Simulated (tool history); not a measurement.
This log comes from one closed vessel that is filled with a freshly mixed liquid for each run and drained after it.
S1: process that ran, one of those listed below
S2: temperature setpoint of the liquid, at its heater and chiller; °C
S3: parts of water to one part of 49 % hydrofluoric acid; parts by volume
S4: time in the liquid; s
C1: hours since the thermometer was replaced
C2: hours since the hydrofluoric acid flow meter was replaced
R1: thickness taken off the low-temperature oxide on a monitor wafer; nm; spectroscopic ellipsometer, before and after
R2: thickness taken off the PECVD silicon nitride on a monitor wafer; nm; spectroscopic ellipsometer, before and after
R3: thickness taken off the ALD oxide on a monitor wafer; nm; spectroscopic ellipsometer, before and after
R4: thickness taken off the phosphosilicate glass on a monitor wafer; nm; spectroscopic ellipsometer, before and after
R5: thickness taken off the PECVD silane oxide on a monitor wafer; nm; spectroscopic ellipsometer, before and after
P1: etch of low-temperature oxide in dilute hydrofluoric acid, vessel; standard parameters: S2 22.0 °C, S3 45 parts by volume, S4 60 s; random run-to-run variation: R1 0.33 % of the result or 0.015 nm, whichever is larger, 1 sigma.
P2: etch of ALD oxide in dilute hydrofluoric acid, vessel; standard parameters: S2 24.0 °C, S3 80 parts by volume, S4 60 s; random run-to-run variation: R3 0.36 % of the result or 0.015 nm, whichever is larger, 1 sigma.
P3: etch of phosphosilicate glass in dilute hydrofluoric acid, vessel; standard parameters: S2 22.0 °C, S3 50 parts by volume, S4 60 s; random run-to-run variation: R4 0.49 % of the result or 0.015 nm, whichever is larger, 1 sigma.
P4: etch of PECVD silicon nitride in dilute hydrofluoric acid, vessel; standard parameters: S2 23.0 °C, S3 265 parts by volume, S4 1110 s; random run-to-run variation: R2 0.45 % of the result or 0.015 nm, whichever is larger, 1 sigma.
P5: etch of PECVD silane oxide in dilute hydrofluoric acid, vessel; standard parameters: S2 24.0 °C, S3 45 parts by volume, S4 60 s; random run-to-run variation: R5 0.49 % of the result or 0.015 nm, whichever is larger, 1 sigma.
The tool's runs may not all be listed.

{"run": 1, "hour": 5.6, "S1": "P1", "S2": 22.0, "S3": 45, "S4": 60, "C1": 1718.7, "C2": 923.7, "R1": 31.323}
{"run": 2, "hour": 14.1, "S1": "P1", "S2": 22.0, "S3": 45, "S4": 90, "C1": 1727.2, "C2": 932.2, "R1": 46.656}
{"run": 3, "hour": 19.8, "S1": "P1", "S2": 22.0, "S3": 45, "S4": 60, "C1": 1732.9, "C2": 937.9, "R1": 31.135}
{"run": 4, "hour": 27.9, "S1": "P4", "S2": 23.0, "S3": 95, "S4": 1110, "C1": 1741.0, "C2": 946.0, "R2": 59.675}
{"run": 5, "hour": 33.3, "S1": "P1", "S2": 17.0, "S3": 45, "S4": 105, "C1": 1746.4, "C2": 951.4, "R1": 44.213}
{"run": 6, "hour": 38.0, "S1": "P1", "S2": 22.0, "S3": 70, "S4": 60, "C1": 1751.1, "C2": 956.1, "R1": 19.487}
{"run": 7, "hour": 43.3, "S1": "P2", "S2": 24.0, "S3": 30, "S4": 60, "C1": 1756.4, "C2": 961.4, "R3": 71.73}
{"run": 8, "hour": 50.6, "S1": "P4", "S2": 23.0, "S3": 265, "S4": 135, "C1": 1763.7, "C2": 968.7, "R2": 2.6218}
{"run": 9, "hour": 56.6, "S1": "P1", "S2": 22.0, "S3": 45, "S4": 60, "C1": 1769.7, "C2": 974.7, "R1": 31.305}
{"run": 10, "hour": 65.4, "S1": "P3", "S2": 22.0, "S3": 50, "S4": 60, "C1": 1778.5, "C2": 983.5, "R4": 71.552}
{"run": 11, "hour": 73.5, "S1": "P5", "S2": 24.0, "S3": 45, "S4": 60, "C1": 1786.6, "C2": 991.6, "R5": 36.925}
{"run": 12, "hour": 80.2, "S1": "P5", "S2": 24.0, "S3": 20, "S4": 60, "C1": 1793.3, "C2": 998.3, "R5": 85.678}
{"run": 13, "hour": 84.7, "S1": "P5", "S2": 24.0, "S3": 45, "S4": 110, "C1": 1797.8, "C2": 1002.8, "R5": 67.352}
{"run": 14, "hour": 89.5, "S1": "P1", "S2": 22.0, "S3": 45, "S4": 60, "C1": 1802.6, "C2": 1007.6, "R1": 31.187}
{"run": 15, "hour": 97.3, "S1": "P1", "S2": 22.0, "S3": 45, "S4": 60, "C1": 1810.4, "C2": 1015.4, "R1": 31.23}
{"run": 16, "hour": 102.5, "S1": "P1", "S2": 22.0, "S3": 45, "S4": 30, "C1": 1815.6, "C2": 1020.6, "R1": 15.563}
{"run": 17, "hour": 107.0, "S1": "P3", "S2": 29.5, "S3": 50, "S4": 60, "C1": 1820.1, "C2": 1025.1, "R4": 97.897}
{"run": 18, "hour": 115.2, "S1": "P1", "S2": 17.0, "S3": 45, "S4": 60, "C1": 1828.3, "C2": 1033.3, "R1": 25.239}
{"run": 19, "hour": 120.0, "S1": "P3", "S2": 22.0, "S3": 50, "S4": 110, "C1": 1833.1, "C2": 1038.1, "R4": 131.12}
{"run": 20, "hour": 127.5, "S1": "P5", "S2": 17.0, "S3": 45, "S4": 60, "C1": 1840.6, "C2": 1045.6, "R5": 27.252}
{"run": 21, "hour": 135.4, "S1": "P1", "S2": 22.0, "S3": 45, "S4": 60, "C1": 1848.5, "C2": 1053.5, "R1": 31.065}
{"run": 22, "hour": 142.1, "S1": "P1", "S2": 17.0, "S3": 20, "S4": 60, "C1": 1855.2, "C2": 1060.2, "R1": 57.858}
{"run": 23, "hour": 151.4, "S1": "P2", "S2": 24.0, "S3": 80, "S4": 60, "C1": 1864.5, "C2": 1069.5, "R3": 25.322}
{"run": 24, "hour": 160.2, "S1": "P2", "S2": 24.0, "S3": 80, "S4": 60, "C1": 1873.3, "C2": 1078.3, "R3": 25.257}
{"run": 25, "hour": 165.3, "S1": "P2", "S2": 24.0, "S3": 80, "S4": 30, "C1": 1878.4, "C2": 1083.4, "R3": 12.648}
{"hour": 168.8, "done": "hydrofluoric acid flow meter replaced"}
{"run": 26, "hour": 173.5, "S1": "P1", "S2": 22.0, "S3": 20, "S4": 60, "C1": 1886.6, "C2": 4.7, "R1": 72.705}
{"run": 27, "hour": 182.7, "S1": "P1", "S2": 22.0, "S3": 45, "S4": 60, "C1": 1895.8, "C2": 13.9, "R1": 31.063}
{"run": 28, "hour": 190.3, "S1": "P1", "S2": 30.0, "S3": 45, "S4": 60, "C1": 1903.4, "C2": 21.5, "R1": 43.409}
{"run": 29, "hour": 195.8, "S1": "P4", "S2": 23.0, "S3": 265, "S4": 1110, "C1": 1908.9, "C2": 27.0, "R2": 21.56}
{"run": 30, "hour": 201.4, "S1": "P3", "S2": 22.0, "S3": 90, "S4": 60, "C1": 1914.5, "C2": 32.6, "R4": 37.751}
{"run": 31, "hour": 209.4, "S1": "P3", "S2": 22.0, "S3": 50, "S4": 60, "C1": 1922.5, "C2": 40.6, "R4": 71.809}
{"run": 32, "hour": 215.7, "S1": "P5", "S2": 24.0, "S3": 45, "S4": 60, "C1": 1928.8, "C2": 46.9, "R5": 36.7}
{"run": 33, "hour": 221.3, "S1": "P4", "S2": 29.5, "S3": 265, "S4": 1110, "C1": 1934.4, "C2": 52.5, "R2": 31.72}
{"run": 34, "hour": 226.6, "S1": "P2", "S2": 30.5, "S3": 80, "S4": 60, "C1": 1939.7, "C2": 57.8, "R3": 32.622}
{"run": 35, "hour": 231.2, "S1": "P1", "S2": 22.0, "S3": 45, "S4": 60, "C1": 1944.3, "C2": 62.4, "R1": 31.129}
{"run": 36, "hour": 235.8, "S1": "P1", "S2": 22.0, "S3": 45, "S4": 60, "C1": 1948.9, "C2": 67.0, "R1": 32.094}
{"run": 37, "hour": 243.2, "S1": "P1", "S2": 22.0, "S3": 45, "S4": 60, "C1": 1956.3, "C2": 74.4, "R1": 32.654}
{"run": 38, "hour": 247.7, "S1": "P1", "S2": 22.0, "S3": 45, "S4": 60, "C1": 1960.8, "C2": 78.9, "R1": 33.132}
{"run": 39, "hour": 255.7, "S1": "P1", "S2": 22.0, "S3": 45, "S4": 60, "C1": 1968.8, "C2": 86.9, "R1": 33.258}
{"run": 40, "hour": 264.0, "S1": "P1", "S2": 22.0, "S3": 45, "S4": 60, "C1": 1977.1, "C2": 95.2, "R1": 33.566}
{"run": 41, "hour": 268.5, "S1": "P1", "S2": 22.0, "S3": 45, "S4": 60, "C1": 1981.6, "C2": 99.7, "R1": 33.419}
{"run": 42, "hour": 273.4, "S1": "P1", "S2": 22.0, "S3": 45, "S4": 60, "C1": 1986.5, "C2": 104.6, "R1": 33.832}
{"run": 43, "hour": 281.2, "S1": "P1", "S2": 22.0, "S3": 45, "S4": 60, "C1": 1994.3, "C2": 112.4, "R1": 33.757}

What P1 gives has crept away from where it was. These 2 causes fit the log equally well, each at the size given:
A: liquid hotter than its thermometer reads (K) = 1.82
B: hydrofluoric acid flow above the setpoint (%) = 7.44
Creep in the process output first set in at about hour 231.2.

Consider the 4 single-wafer check runs listed below, results given as question marks: which one distinguishes between the causes by giving clearly different results for each?
{"run": "check 1", "hour": 289.0, "S1": "P3", "S2": 22.0, "S3": 50, "S4": 60, "R4": "?"}
{"run": "check 2", "hour": 289.0, "S1": "P4", "S2": 23.0, "S3": 265, "S4": 1110, "R2": "?"}
{"run": "check 3", "hour": 289.0, "S1": "P2", "S2": 24.0, "S3": 80, "S4": 60, "R3": "?"}
{"run": "check 4", "hour": 289.0, "S1": "P5", "S2": 24.0, "S3": 45, "S4": 60, "R5": "?"}

Check results expected under each cause:
check=check_1 result=R4 if_A=77.156 if_B=77.197
check=check_2 result=R2 if_A=24.2020 if_B=23.2110
check=check_3 result=R3 if_A=27.116 if_B=27.285
check=check_4 result=R5 if_A=39.840 if_B=39.893
Minimum pairwise separation of causes per check, each pair taken at its best-separating result: check 1 0.05 %; check 2 4.18 %; check 3 0.62 %; check 4 0.14 %
Check 2 is the one run that separates the causes; every other check would come out nearly the same whichever cause is at work.

With check 2 done, the readings were: R2 23.2220 nm. Identify which of the listed causes applies.

The correct cause is B, namely: hydrofluoric acid flow above the setpoint (%).
